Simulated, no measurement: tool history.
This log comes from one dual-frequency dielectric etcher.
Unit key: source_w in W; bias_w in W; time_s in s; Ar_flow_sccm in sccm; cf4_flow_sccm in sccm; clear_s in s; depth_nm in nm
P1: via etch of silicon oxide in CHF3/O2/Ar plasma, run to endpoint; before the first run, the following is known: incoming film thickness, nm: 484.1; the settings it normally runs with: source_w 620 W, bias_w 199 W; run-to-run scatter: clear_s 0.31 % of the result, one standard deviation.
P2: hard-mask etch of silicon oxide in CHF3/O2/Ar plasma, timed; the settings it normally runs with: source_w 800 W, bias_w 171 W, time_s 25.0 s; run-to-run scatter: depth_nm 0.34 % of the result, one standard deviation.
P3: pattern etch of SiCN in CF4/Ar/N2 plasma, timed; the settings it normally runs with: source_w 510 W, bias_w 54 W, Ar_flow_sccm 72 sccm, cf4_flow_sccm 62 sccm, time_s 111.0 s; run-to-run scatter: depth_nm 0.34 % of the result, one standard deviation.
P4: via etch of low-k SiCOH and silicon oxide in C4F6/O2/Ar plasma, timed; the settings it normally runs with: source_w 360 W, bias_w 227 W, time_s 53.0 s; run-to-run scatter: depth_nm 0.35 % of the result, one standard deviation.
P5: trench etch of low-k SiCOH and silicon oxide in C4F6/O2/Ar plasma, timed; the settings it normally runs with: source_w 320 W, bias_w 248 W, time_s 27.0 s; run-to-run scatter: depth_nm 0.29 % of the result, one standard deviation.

run	hour	process	source_w	bias_w	time_s	Ar_flow_sccm	cf4_flow_sccm	hours since the last wet clean	hours since the last source power generator calibration	hours since the last bias power generator calibration	clear_s	depth_nm
1	7.4	P1	620	199				208.7	1685.0	1049.7	234.08	
2	11.6	P5	320	248	39.0			212.9	1689.2	1053.9		127.740
3	17.4	P1	750	199				218.7	1695.0	1059.7	218.09	
4	25.0	P3	510	54	111.0	47	62	226.3	1702.6	1067.3		103.690
5	32.4	P4	360	291	53.0			233.7	1710.0	1074.7		152.420
6	37.9	P1	620	199				239.2	1715.5	1080.2	235.31	
7	41.9	P3	330	54	111.0	72	62	243.2	1719.5	1084.2		66.616
8	48.0	P5	390	248	27.0			249.3	1725.6	1090.3		94.729
9	54.0	P4	360	227	66.0			255.3	1731.6	1096.3		175.090
10	62.0	P5	320	351	27.0			263.3	1739.6	1104.3		99.701
11	67.2	P4	360	227	53.0			268.5	1744.8	1109.5		139.370
12	74.5	P5	320	248	27.0			275.8	1752.1	1116.8		88.216
13	79.7	P2	800	171	25.0			281.0	1757.3	1122.0		54.206
14	87.4	P3	510	68	111.0	72	62	288.7	1765.0	1129.7		105.050
15	91.5	P1	620	199				292.8	1769.1	1133.8	234.14	
16	95.0	P3	510	54	158.5	72	62	296.3	1772.6	1137.3		140.660
17	99.7	P1	620	131				301.0	1777.3	1142.0	269.39	
# hour 100.4: bias power generator calibrated
18	105.2	P4	450	227	53.0			306.5	1782.8	4.8		152.570
19	110.8	P1	450	199				312.1	1788.4	10.4	265.47	
20	115.5	P3	510	54	111.0	72	62	316.8	1793.1	15.1		98.376
21	121.9	P3	510	54	111.0	72	47	323.2	1799.5	21.5		93.571
22	126.8	P4	360	227	53.0			328.1	1804.4	26.4		140.170
23	130.6	P2	570	171	25.0			331.9	1808.2	30.2		47.461
24	135.3	P2	800	171	25.0			336.6	1812.9	34.9		54.527
25	141.7	P1	620	199				343.0	1819.3	41.3	234.69	
26	148.4	P1	430	148				349.7	1826.0	48.0	298.07	
27	155.2	P1	620	199				356.5	1832.8	54.8	233.43	
28	158.6	P2	800	171	37.5			359.9	1836.2	58.2		81.464
29	163.9	P1	620	260				365.2	1841.5	63.5	212.85	

Run 30 is up next; what results do you expect?
30	168.7	P2	800	238	25.0			370.0	1846.3	68.3		?

Run 30 produced depth_nm 60.326 nm.
